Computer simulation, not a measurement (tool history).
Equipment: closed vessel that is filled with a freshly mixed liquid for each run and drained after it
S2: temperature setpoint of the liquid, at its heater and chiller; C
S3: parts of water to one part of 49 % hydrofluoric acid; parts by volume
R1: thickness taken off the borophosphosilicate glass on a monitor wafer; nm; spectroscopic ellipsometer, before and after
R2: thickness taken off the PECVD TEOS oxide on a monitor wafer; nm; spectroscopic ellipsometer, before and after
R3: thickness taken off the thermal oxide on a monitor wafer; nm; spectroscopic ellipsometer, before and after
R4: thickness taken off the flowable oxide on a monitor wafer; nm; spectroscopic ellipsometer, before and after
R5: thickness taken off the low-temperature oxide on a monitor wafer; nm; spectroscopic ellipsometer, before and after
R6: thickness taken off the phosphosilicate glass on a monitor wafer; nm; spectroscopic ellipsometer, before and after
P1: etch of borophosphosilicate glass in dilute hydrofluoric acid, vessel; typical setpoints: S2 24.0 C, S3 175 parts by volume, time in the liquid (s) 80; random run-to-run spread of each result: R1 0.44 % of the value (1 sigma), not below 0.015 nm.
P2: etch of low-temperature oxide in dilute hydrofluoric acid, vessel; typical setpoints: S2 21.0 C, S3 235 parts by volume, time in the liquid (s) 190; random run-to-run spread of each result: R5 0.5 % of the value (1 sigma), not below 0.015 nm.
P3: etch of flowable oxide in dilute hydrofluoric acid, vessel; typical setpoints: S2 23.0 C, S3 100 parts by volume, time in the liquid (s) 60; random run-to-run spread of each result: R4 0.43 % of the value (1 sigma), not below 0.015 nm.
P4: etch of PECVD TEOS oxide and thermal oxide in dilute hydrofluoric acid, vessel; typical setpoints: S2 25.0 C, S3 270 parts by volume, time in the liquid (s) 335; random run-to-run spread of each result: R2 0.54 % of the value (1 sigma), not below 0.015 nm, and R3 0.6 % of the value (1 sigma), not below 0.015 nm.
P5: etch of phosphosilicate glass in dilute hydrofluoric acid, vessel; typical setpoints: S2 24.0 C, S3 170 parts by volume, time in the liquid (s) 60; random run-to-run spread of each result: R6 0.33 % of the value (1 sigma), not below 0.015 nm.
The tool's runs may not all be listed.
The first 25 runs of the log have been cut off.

{"run": 26, "hour": 219.6, "process that ran": "P5", "S2": 24.0, "S3": 275, "time in the liquid (s)": 60, "R6": 11.133}
{"run": 27, "hour": 229.2, "process that ran": "P4", "S2": 25.0, "S3": 270, "time in the liquid (s)": 335, "R2": 9.2082, "R3": 4.8872}
{"run": 28, "hour": 239.2, "process that ran": "P1", "S2": 24.0, "S3": 175, "time in the liquid (s)": 80, "R1": 21.238}
{"run": 29, "hour": 244.9, "process that ran": "P5", "S2": 24.0, "S3": 170, "time in the liquid (s)": 60, "R6": 19.919}
{"run": 30, "hour": 253.7, "process that ran": "P5", "S2": 28.5, "S3": 170, "time in the liquid (s)": 60, "R6": 23.504}
{"run": 31, "hour": 265.2, "process that ran": "P1", "S2": 24.0, "S3": 175, "time in the liquid (s)": 80, "R1": 20.997}
{"run": 32, "hour": 274.0, "process that ran": "P1", "S2": 24.0, "S3": 175, "time in the liquid (s)": 80, "R1": 21.891}
{"run": 33, "hour": 285.5, "process that ran": "P1", "S2": 24.0, "S3": 175, "time in the liquid (s)": 80, "R1": 22.269}

Estimate the outcome of run 34 from the log above:
{"run": 34, "hour": 292.9, "process that ran": "P1", "S2": 24.0, "S3": 175, "time in the liquid (s)": 80, "R1": "?"}

R1: 22.7000 nm

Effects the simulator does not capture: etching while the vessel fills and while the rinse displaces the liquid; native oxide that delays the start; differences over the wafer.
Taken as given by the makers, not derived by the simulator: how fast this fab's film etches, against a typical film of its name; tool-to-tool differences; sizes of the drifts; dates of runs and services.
